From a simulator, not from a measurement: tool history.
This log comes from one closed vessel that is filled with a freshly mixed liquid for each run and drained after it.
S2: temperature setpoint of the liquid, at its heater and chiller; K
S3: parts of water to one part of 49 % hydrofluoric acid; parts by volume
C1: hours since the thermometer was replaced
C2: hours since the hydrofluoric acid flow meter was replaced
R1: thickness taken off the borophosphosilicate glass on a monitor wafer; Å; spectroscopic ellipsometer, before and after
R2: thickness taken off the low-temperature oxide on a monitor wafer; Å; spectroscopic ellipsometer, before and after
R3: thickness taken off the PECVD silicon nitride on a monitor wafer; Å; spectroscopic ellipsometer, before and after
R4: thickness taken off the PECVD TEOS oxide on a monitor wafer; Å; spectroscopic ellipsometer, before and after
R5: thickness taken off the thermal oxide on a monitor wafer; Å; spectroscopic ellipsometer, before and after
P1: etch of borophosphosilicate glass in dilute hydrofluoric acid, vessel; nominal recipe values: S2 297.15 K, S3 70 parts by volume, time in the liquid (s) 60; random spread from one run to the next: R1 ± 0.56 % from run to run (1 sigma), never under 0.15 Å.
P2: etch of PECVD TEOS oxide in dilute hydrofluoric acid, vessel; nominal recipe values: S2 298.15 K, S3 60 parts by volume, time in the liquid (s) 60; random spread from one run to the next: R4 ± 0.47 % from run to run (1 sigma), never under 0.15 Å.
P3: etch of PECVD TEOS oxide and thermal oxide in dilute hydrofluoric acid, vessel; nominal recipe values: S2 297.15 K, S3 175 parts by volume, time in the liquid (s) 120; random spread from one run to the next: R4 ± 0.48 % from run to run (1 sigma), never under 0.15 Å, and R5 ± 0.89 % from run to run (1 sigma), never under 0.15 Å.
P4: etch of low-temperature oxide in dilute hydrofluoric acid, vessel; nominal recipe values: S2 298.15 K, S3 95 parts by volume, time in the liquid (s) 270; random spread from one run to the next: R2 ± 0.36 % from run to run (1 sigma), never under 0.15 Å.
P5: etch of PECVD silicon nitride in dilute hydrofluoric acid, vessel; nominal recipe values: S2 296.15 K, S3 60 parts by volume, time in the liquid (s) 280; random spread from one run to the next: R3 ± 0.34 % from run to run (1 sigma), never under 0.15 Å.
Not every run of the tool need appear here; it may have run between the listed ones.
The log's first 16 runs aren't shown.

run 17 hour=201.6 | process_that_ran=P2 S2=298.15 S3=30 time_in_the_liquid_(s)=60 | C1=324.3 C2=378.4 | R4=657.590
run 18 hour=213.1 | process_that_ran=P5 S2=296.15 S3=60 time_in_the_liquid_(s)=280 | C1=335.8 C2=389.9 | R3=246.960
run 19 hour=226.5 | process_that_ran=P1 S2=304.65 S3=70 time_in_the_liquid_(s)=85 | C1=349.2 C2=403.3 | R1=1090.70
run 20 hour=242.7 | process_that_ran=P5 S2=296.15 S3=90 time_in_the_liquid_(s)=280 | C1=365.4 C2=419.5 | R3=166.890
run 21 hour=258.7 | process_that_ran=P1 S2=297.15 S3=70 time_in_the_liquid_(s)=60 | C1=381.4 C2=435.5 | R1=566.31
run 22 hour=266.9 | process_that_ran=P1 S2=297.15 S3=70 time_in_the_liquid_(s)=60 | C1=389.6 C2=443.7 | R1=558.45
run 23 hour=283.9 | process_that_ran=P1 S2=297.15 S3=70 time_in_the_liquid_(s)=30 | C1=406.6 C2=460.7 | R1=285.91
run 24 hour=297.8 | process_that_ran=P1 S2=297.15 S3=125 time_in_the_liquid_(s)=60 | C1=420.5 C2=474.6 | R1=298.41
run 25 hour=307.5 | process_that_ran=P3 S2=297.15 S3=25 time_in_the_liquid_(s)=120 | C1=430.2 C2=484.3 | R4=621.080 R5=251.6300
run 26 hour=322.7 | process_that_ran=P4 S2=298.15 S3=50 time_in_the_liquid_(s)=270 | C1=445.4 C2=499.5 | R2=731.85
run 27 hour=332.8 | process_that_ran=P2 S2=298.15 S3=60 time_in_the_liquid_(s)=90 | C1=455.5 C2=509.6 | R4=470.780
run 28 hour=343.5 | process_that_ran=P5 S2=290.65 S3=60 time_in_the_liquid_(s)=280 | C1=466.2 C2=520.3 | R3=168.890
run 29 hour=359.9 | process_that_ran=P1 S2=300.65 S3=70 time_in_the_liquid_(s)=60 | C1=482.6 C2=536.7 | R1=651.13
run 30 hour=367.6 | process_that_ran=P3 S2=290.15 S3=175 time_in_the_liquid_(s)=120 | C1=490.3 C2=544.4 | R4=55.827 R5=21.9720

Forecast run 31:
run 31 hour=376.4 | process_that_ran=P1 S2=297.15 S3=70 time_in_the_liquid_(s)=60 | C1=499.1 C2=553.2 | R1=?

R1: 573.88 Å
